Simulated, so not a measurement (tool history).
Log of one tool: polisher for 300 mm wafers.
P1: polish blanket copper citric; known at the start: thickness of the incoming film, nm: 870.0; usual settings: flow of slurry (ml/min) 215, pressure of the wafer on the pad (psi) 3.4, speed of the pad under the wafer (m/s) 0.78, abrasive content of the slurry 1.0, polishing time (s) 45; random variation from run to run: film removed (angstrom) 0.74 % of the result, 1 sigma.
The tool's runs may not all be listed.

| run | hour | flow of slurry (ml/min) | pressure of the wafer on the pad (psi) | speed of the pad under the wafer (m/s) | abrasive content of the slurry | polishing time (s) | wafers polished on this pad | hours since the slurry nozzle was cleaned | hours since the head pressure was calibrated | hours since the slurry blender was calibrated | film removed (angstrom) |
|---|---|---|---|---|---|---|---|---|---|---|---|
| 1 | 8.5 | 215 | 3.4 | 0.78 | 1.0 | 45 | 954 | 169.9 | 101.1 | 151.4 | 737.09 |
| 2 | 14.6 | 215 | 3.4 | 0.78 | 0.6 | 45 | 1048 | 176.0 | 107.2 | 157.5 | 661.04 |
| 3 | 25.0 | 215 | 3.4 | 0.78 | 1.4 | 45 | 1208 | 186.4 | 117.6 | 167.9 | 801.38 |
| 4 | 32.4 | 130 | 3.4 | 0.78 | 1.0 | 45 | 1321 | 193.8 | 125.0 | 175.3 | 679.58 |
| 5 | 38.8 | 215 | 1.6 | 0.78 | 0.6 | 45 | 1420 | 200.2 | 131.4 | 181.7 | 328.46 |
| 6 | 51.1 | 215 | 3.4 | 0.78 | 1.0 | 45 | 1609 | 212.5 | 143.7 | 194.0 | 746.03 |
| 7 | 59.8 | 215 | 3.4 | 0.78 | 1.0 | 70 | 1742 | 221.2 | 152.4 | 202.7 | 1155.50 |
| 8 | 69.2 | 215 | 3.4 | 0.36 | 1.0 | 45 | 1887 | 230.6 | 161.8 | 212.1 | 350.90 |
| 9 | 78.8 | 215 | 3.4 | 0.78 | 1.0 | 28 | 2034 | 240.2 | 171.4 | 221.7 | 459.85 |
| 10 | 87.5 | 215 | 3.4 | 1.22 | 1.0 | 45 | 2168 | 248.9 | 180.1 | 230.4 | 1137.80 |
| 11 | 96.5 | 215 | 3.4 | 0.78 | 1.0 | 45 | 2306 | 257.9 | 189.1 | 239.4 | 736.30 |
| 12 | 107.8 | 215 | 3.4 | 0.78 | 1.0 | 45 | 2479 | 269.2 | 200.4 | 250.7 | 745.73 |
| 13 | 118.5 | 325 | 3.4 | 0.78 | 1.0 | 45 | 2644 | 279.9 | 211.1 | 261.4 | 766.39 |
|  | 123.4 | slurry blender recalibrated |
| 14 | 128.3 | 215 | 3.4 | 0.78 | 1.0 | 45 | 2794 | 289.7 | 220.9 | 5.0 | 746.11 |
| 15 | 134.1 | 215 | 5.2 | 0.78 | 1.0 | 45 | 2883 | 295.5 | 226.7 | 10.8 | 1116.10 |
| 16 | 145.5 | 215 | 1.8 | 0.78 | 1.0 | 45 | 3058 | 306.9 | 238.1 | 22.2 | 396.38 |
| 17 | 158.5 | 215 | 3.4 | 0.78 | 1.0 | 45 | 3258 | 319.9 | 251.1 | 35.2 | 747.63 |
| 18 | 167.2 | 215 | 3.4 | 0.78 | 1.0 | 45 | 3391 | 328.6 | 259.8 | 43.9 | 722.15 |
| 19 | 174.5 | 215 | 3.4 | 0.78 | 1.0 | 45 | 3504 | 335.9 | 267.1 | 51.2 | 712.22 |

The next listed run, before its measurement:
| 20 | 185.0 | 215 | 3.4 | 0.78 | 1.0 | 45 | 3665 | 346.4 | 277.6 | 61.7 | ? |

film removed (angstrom): 707.99
